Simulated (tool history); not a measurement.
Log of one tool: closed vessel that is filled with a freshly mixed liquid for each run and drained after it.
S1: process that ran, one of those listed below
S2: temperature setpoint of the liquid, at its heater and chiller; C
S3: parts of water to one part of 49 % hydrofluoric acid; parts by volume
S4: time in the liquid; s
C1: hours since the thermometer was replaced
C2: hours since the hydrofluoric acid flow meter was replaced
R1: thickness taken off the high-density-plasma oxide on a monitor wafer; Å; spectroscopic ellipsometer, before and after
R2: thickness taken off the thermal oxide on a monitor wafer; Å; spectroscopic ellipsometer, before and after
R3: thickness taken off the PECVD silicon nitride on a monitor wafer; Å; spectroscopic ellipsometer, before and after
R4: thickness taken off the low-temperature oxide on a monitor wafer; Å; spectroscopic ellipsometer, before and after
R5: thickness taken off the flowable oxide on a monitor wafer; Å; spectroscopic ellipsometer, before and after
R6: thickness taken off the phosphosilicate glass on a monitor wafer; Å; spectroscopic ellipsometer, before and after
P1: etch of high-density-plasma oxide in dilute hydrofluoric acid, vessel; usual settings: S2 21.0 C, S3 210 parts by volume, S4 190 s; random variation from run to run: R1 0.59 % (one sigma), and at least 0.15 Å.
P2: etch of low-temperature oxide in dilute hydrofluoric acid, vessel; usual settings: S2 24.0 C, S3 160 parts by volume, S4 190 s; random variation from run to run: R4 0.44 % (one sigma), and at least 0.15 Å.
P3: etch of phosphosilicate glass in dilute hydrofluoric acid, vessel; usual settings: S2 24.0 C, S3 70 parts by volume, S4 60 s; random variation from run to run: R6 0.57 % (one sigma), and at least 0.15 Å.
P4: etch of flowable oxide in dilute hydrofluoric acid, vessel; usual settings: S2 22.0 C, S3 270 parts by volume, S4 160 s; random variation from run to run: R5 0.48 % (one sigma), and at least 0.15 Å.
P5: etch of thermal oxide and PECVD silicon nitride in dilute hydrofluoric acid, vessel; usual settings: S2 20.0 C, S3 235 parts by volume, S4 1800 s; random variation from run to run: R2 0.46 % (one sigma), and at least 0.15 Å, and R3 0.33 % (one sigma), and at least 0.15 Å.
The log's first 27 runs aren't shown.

| run | day | S1 | S2 | S3 | S4 | C1 | C2 | R1 | R2 | R3 | R4 | R5 | R6 |
|---|---|---|---|---|---|---|---|---|---|---|---|---|---|
| 28 | 9.729 | P3 | 18.0 | 70 | 60 | 1431.6 | 398.6 |  |  |  |  |  | 802.54 |
| 29 | 9.967 | P5 | 26.0 | 235 | 1800 | 1437.3 | 404.3 |  | 338.630 | 290.120 |  |  |  |
| 30 | 10.396 | P3 | 24.0 | 70 | 60 | 1447.6 | 414.6 |  |  |  |  |  | 1034.10 |
| 31 | 10.762 | P1 | 17.0 | 210 | 190 | 1456.4 | 423.4 | 48.4390 |  |  |  |  |  |
| 32 | 10.988 | P1 | 21.0 | 210 | 190 | 1461.8 | 428.8 | 56.5370 |  |  |  |  |  |
| 33 | 11.492 | P1 | 21.0 | 210 | 190 | 1473.9 | 440.9 | 57.9530 |  |  |  |  |  |
| 34 | 11.862 | P1 | 21.0 | 210 | 190 | 1482.8 | 449.8 | 59.6890 |  |  |  |  |  |
| 35 | 12.258 | P1 | 21.0 | 210 | 190 | 1492.3 | 459.3 | 59.5340 |  |  |  |  |  |
| 36 | 12.529 | P1 | 21.0 | 210 | 190 | 1498.8 | 465.8 | 60.1240 |  |  |  |  |  |
| 37 | 13.042 | P1 | 21.0 | 210 | 190 | 1511.1 | 478.1 | 60.8870 |  |  |  |  |  |

Run 38 comes next. What will it give?
| 38 | 13.517 | P1 | 21.0 | 210 | 190 | 1522.5 | 489.5 | ? |  |  |  |  |  |

{"run 38": {"R1": 61.074}}

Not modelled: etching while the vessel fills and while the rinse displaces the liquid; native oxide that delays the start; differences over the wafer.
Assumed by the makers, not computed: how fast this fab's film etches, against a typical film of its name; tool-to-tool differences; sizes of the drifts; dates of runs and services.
